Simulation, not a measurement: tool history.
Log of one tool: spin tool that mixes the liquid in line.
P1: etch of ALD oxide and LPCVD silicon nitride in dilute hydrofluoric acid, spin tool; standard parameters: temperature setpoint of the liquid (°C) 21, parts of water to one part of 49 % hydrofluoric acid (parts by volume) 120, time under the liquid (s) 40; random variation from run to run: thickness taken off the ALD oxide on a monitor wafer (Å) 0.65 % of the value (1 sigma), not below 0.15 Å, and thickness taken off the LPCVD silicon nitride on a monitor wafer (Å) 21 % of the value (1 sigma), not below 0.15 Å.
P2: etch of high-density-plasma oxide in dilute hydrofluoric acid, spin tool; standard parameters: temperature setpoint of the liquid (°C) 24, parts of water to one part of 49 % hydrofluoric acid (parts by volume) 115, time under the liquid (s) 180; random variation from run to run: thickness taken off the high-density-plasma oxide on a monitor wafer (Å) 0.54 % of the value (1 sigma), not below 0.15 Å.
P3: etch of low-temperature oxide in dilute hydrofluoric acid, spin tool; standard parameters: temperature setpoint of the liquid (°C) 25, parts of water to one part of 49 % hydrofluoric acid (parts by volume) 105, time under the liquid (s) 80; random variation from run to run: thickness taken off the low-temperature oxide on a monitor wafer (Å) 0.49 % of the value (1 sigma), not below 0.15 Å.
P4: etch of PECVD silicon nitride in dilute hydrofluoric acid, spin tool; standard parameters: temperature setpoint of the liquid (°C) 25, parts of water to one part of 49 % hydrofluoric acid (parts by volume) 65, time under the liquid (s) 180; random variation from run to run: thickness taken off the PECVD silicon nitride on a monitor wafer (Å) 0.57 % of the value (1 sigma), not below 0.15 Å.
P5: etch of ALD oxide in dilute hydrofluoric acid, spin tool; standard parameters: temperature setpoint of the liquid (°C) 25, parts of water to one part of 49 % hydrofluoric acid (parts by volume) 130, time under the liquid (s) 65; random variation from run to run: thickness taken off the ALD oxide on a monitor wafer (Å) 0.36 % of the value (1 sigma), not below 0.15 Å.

run   hour  process that ran  temperature setpoint of the liquid (°C)  parts of water to one part of 49 % hydrofluoric acid (parts by volume)  time under the liquid (s)  thickness taken off the ALD oxide on a monitor wafer (Å)  thickness taken off the LPCVD silicon nitride on a monitor wafer (Å)  thickness taken off the high-density-plasma oxide on a monitor wafer (Å)  thickness taken off the PECVD silicon nitride on a monitor wafer (Å)  thickness taken off the low-temperature oxide on a monitor wafer (Å)
  1    3.8                P1                                       21                                                                     120                         40                                                    40.149                                                                1.2208
  2    7.6                P1                                       21                                                                     120                         75                                                    74.686                                                                2.2104
  3   12.9                P2                                       24                                                                     115                        180                                                                                                                                                                                                    96.471
  4   16.4                P1                                       21                                                                     220                         40                                                    19.993                                                               0.62832
  5   20.3                P1                                       28                                                                     120                         75                                                    99.112                                                                4.4348
  6   24.3                P1                                       21                                                                     205                         60                                                    32.552                                                                 1.198
  7   28.6                P4                                       25                                                                      65                        180                                                                                                                                                                                                                                                                          75.284
  8   33.4                P1                                     25.5                                                                     120                         40                                                    47.849                                                                1.7478
  9   38.2                P2                                       24                                                                     115                        365                                                                                                                                                                                                    194.01
 10     41                P1                                       21                                                                      55                         40                                                    94.637                                                                3.0478
 11   43.6                P2                                       24                                                                     115                        180                                                                                                                                                                                                    96.336
 12   47.8                P4                                       25                                                                      20                        180                                                                                                                                                                                                                                                                          235.29
 13   50.9                P5                                       29                                                                     130                         65                                                    188.34
 14   56.3                P4                                       25                                                                      65                        350                                                                                                                                                                                                                                                                          147.72
 15   58.8                P3                                       25                                                                     105                         80                                                                                                                                                                                                                                                                                                                                                112.45
 16   61.5                P3                                       25                                                                     105                         15                                                                                                                                                                                                                                                                                                                                                20.903
 17   66.1                P3                                       30                                                                     105                         80                                                                                                                                                                                                                                                                                                                                                135.92
 18   69.7                P2                                       24                                                                     180                        180                                                                                                                                                                                                    56.688
 19   74.9                P3                                       25                                                                     105                         80                                                                                                                                                                                                                                                                                                                                                111.18
 20   80.4                P4                                     33.5                                                                      65                        180                                                                                                                                                                                                                                                                          129.14
 21   83.3                P1                                     25.5                                                                     185                         40                                                     28.74                                                                1.6903
 22   86.7                P1                                       21                                                                     120                         15                                                    14.943                                                               0.45605
 23   91.2                P3                                       25                                                                     150                         80                                                                                                                                                                                                                                                                                                                                                73.868
 24   95.3                P1                                       21                                                                     120                         40                                                    39.815                                                               0.99056
 25   99.1                P5                                       25                                                                     130                         30                                                    74.704
 26    103                P1                                       21                                                                     120                         40                                                    40.619                                                                1.9028
 27  105.5                P1                                       17                                                                     120                         40                                                    34.339                                                                1.0929
 28  109.8                P1                                       21                                                                     120                         40                                                    39.746                                                                1.7389
 29  114.5                P5                                       25                                                                     130                         65                                                    160.99
 30    118                P2                                       17                                                                     115                        180                                                                                                                                                                                                     72.95
 31  122.8                P5                                       25                                                                      55                         65                                                    421.75
 32  128.1                P5                                       25                                                                     130                         65                                                     161.6
 33  131.6                P1                                       21                                                                     120                         40                                                    40.267                                                                1.2034
 34  136.1                P1                                       21                                                                     120                         40                                                    40.903                                                               0.43799
 35  140.3                P1                                       21                                                                     120                         40                                                    38.561                                                                1.5548
 36  144.1                P1                                       21                                                                     120                         40                                                    38.286                                                               0.44414
 37  148.1                P1                                       21                                                                     120                         40                                                    37.838                                                                1.0794

Run 38 has not been measured yet. What should we expect?
 38  153.2                P1                                       21                                                                     120                         40                                                         ?                                                                     ?

thickness taken off the ALD oxide on a monitor wafer (Å): 37.822
thickness taken off the LPCVD silicon nitride on a monitor wafer (Å): 0.66859
